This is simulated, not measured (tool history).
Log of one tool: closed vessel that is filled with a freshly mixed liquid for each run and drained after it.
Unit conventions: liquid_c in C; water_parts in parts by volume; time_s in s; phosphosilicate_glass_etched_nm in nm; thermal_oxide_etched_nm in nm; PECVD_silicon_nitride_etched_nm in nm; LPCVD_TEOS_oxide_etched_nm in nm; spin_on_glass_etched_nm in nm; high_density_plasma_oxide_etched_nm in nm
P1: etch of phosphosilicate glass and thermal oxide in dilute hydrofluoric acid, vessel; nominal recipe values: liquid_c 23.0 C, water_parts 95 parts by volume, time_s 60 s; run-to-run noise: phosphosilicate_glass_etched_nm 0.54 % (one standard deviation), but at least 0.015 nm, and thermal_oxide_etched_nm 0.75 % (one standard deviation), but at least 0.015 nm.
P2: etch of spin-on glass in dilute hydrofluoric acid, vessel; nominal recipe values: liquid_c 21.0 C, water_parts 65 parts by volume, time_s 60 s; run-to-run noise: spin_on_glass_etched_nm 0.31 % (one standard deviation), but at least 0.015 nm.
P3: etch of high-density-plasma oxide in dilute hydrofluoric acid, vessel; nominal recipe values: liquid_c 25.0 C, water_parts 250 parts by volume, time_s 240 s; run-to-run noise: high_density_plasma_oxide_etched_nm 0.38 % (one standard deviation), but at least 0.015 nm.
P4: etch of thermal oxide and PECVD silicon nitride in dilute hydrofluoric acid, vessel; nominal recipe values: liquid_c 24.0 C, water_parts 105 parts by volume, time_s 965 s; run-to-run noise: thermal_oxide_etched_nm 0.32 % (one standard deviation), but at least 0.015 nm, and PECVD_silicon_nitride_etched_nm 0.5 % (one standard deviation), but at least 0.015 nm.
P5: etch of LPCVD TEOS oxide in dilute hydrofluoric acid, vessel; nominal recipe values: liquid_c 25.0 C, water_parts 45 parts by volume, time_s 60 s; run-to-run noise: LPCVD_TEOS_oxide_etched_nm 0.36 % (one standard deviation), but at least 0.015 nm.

run	hour	process	liquid_c	water_parts	time_s	phosphosilicate_glass_etched_nm	thermal_oxide_etched_nm	PECVD_silicon_nitride_etched_nm	LPCVD_TEOS_oxide_etched_nm	spin_on_glass_etched_nm	high_density_plasma_oxide_etched_nm
1	5.0	P1	23.0	95	60	69.640	2.89430				
2	9.4	P4	17.0	105	965		32.03700	9.8178			
3	15.0	P5	32.0	45	60				84.855		
4	22.8	P4	24.0	105	965		42.44300	15.6690			
5	26.7	P2	21.0	65	30					20.274	
6	31.9	P1	23.0	95	60	69.532	2.88560				
7	36.0	P1	23.0	40	60	175.270	7.34480				
8	39.7	P3	19.0	250	240						4.9862
9	43.4	P2	21.0	95	60					26.572	
10	49.0	P5	25.0	45	30				32.092		
11	53.0	P1	19.5	95	60	59.779	2.53490				
12	56.7	P1	23.0	95	60	69.654	2.93320				
13	64.2	P5	25.0	45	60				63.985		
14	70.7	P1	23.0	95	115	133.650	5.47490				
15	74.4	P4	24.0	105	1555		68.52800	25.4510			
16	78.3	P1	23.0	95	60	69.156	2.88980				
17	83.8	P4	24.0	35	965		139.92000	46.5980			
18	90.1	P1	17.0	30	60	184.520	7.62890				
19	96.6	P3	25.0	250	50						1.3007
20	100.2	P1	23.0	135	60	46.729	1.92910				
21	104.4	P1	23.0	95	60	69.461	2.91590				
# hour 106.3: hydrofluoric acid flow meter replaced
22	109.5	P1	23.0	170	35	20.930	0.87401				
23	115.8	P2	17.0	65	60					34.016	
24	120.4	P3	25.0	250	240						6.1998
25	126.2	P1	23.0	95	30	34.486	1.43640				
26	130.8	P1	29.5	20	60	481.150	19.91200				
27	136.1	P5	25.0	75	60				36.899		
28	142.9	P1	28.5	95	60	86.307	3.59340				
29	148.4	P3	25.0	95	240						19.5390
30	154.2	P2	21.0	65	60					40.339	
31	157.8	P2	21.0	65	60					40.273	
32	162.3	P1	23.0	95	60	70.456	2.87960				
33	169.4	P1	23.0	95	60	69.912	2.95040				
34	174.4	P1	23.0	95	60	67.847	2.80240				
35	181.0	P1	23.0	95	60	65.677	2.72850				
36	188.9	P1	23.0	95	60	65.771	2.72600				
37	196.3	P1	23.0	95	60	64.049	2.67310				
38	202.7	P1	23.0	95	60	63.756	2.61650				
39	210.3	P1	23.0	95	60	63.531	2.66060				
40	215.1	P1	23.0	95	60	63.299	2.62170				
41	220.8	P1	23.0	95	60	63.242	2.64770				
42	224.4	P1	23.0	95	60	63.320	2.62970				
43	231.6	P1	23.0	95	60	62.826	2.59200				
44	235.5	P1	23.0	95	60	63.125	2.62410				

What P1 gives has crept off from where it sat before. The 2 causes that follow fit the log equally well, each at the size noted:
A: hydrofluoric acid flow below the setpoint (%) = 8.03
B: liquid colder than its thermometer reads (K) = 2.32
Creep in the process output first set in at about hour 169.4.

Below are 4 check runs, each on a single wafer, with their results shown as question marks. Which of them would tell the listed causes apart, meaning the causes would give clearly different results under it?
check 1	239.4	P3	25.0	100	70						?
check 2	239.4	P5	31.0	45	60				?		
check 3	239.4	P4	21.0	105	965		?	?			
check 4	239.4	P2	21.0	65	30					?	

If the cause were each of the candidates in turn, the checks would give the following:
check	result	if A	if B
check 1	high_density_plasma_oxide_etched_nm	4.9005	4.9130
check 2	LPCVD_TEOS_oxide_etched_nm	74.579	74.457
check 3	thermal_oxide_etched_nm	34.33100	34.29400
check 3	PECVD_silicon_nitride_etched_nm	11.8810	11.0130
check 4	spin_on_glass_etched_nm	18.390	18.261
Gap, in per cent, between the two causes that each check separates least, read from the result that separates them most: check 1 0.26 %; check 2 0.16 %; check 3 7.59 %; check 4 0.71 %
Of the check runs offered, only check 3 discriminates between the causes; the rest would read about the same regardless of which cause applies.

Then check 3 was run and gave: thermal_oxide_etched_nm 34.31300 nm; PECVD_silicon_nitride_etched_nm 11.8580 nm. Which cause is it?

The cause is A: hydrofluoric acid flow below the setpoint (%).
